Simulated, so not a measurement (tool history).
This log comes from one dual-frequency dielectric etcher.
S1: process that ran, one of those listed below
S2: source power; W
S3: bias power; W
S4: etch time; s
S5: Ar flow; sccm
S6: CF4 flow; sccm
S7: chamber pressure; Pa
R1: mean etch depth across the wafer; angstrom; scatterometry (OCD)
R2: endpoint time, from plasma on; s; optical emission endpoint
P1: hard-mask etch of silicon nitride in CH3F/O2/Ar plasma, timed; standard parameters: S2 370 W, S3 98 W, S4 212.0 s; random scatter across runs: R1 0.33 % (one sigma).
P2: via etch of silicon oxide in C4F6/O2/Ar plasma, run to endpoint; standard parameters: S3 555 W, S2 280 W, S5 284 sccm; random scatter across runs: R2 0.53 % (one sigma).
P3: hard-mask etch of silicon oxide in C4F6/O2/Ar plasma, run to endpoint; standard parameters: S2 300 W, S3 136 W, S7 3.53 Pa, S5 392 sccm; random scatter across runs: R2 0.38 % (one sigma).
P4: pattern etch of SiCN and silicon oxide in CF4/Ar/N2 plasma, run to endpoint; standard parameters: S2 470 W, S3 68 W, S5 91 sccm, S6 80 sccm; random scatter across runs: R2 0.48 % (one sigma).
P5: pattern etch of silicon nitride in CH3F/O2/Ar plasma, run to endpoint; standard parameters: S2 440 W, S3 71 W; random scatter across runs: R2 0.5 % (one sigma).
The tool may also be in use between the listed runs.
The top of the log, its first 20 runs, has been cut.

| run | day | S1 | S2 | S3 | S4 | S5 | S6 | S7 | R1 | R2 |
|---|---|---|---|---|---|---|---|---|---|---|
| 21 | 9.367 | P3 | 300 | 193 |  | 392 |  | 3.53 |  | 98.2500 |
| 22 | 9.854 | P4 | 470 | 68 |  | 91 | 80 |  |  | 9.2892 |
| 23 | 10.342 | P1 | 370 | 126 | 212.0 |  |  |  | 1754.40 |  |
| 24 | 10.875 | P1 | 300 | 98 | 212.0 |  |  |  | 1480.40 |  |
| 25 | 11.446 | P1 | 370 | 98 | 212.0 |  |  |  | 1603.30 |  |
| 26 | 11.800 | P5 | 440 | 71 |  |  |  |  |  | 26.6200 |
| 27 | 12.229 | P3 | 300 | 136 |  | 490 |  | 3.53 |  | 112.9400 |
| 28 | 12.633 | P4 | 470 | 96 |  | 91 | 80 |  |  | 8.3801 |
| 29 | 13.204 | P1 | 370 | 98 | 212.0 |  |  |  | 1598.20 |  |
| 30 | 13.633 | P2 | 280 | 728 |  | 284 |  |  |  | 39.9830 |
| 31 | 13.983 | P1 | 370 | 98 | 267.0 |  |  |  | 2015.00 |  |
| 32 | 14.542 | P1 | 370 | 98 | 212.0 |  |  |  | 1597.40 |  |
| 33 | 15.142 | P1 | 370 | 98 | 212.0 |  |  |  | 1577.50 |  |

What does the tool deliver on the next run?
| 34 | 15.562 | P1 | 370 | 98 | 212.0 |  |  |  | ? |  |

R1: 1569.60 angstrom
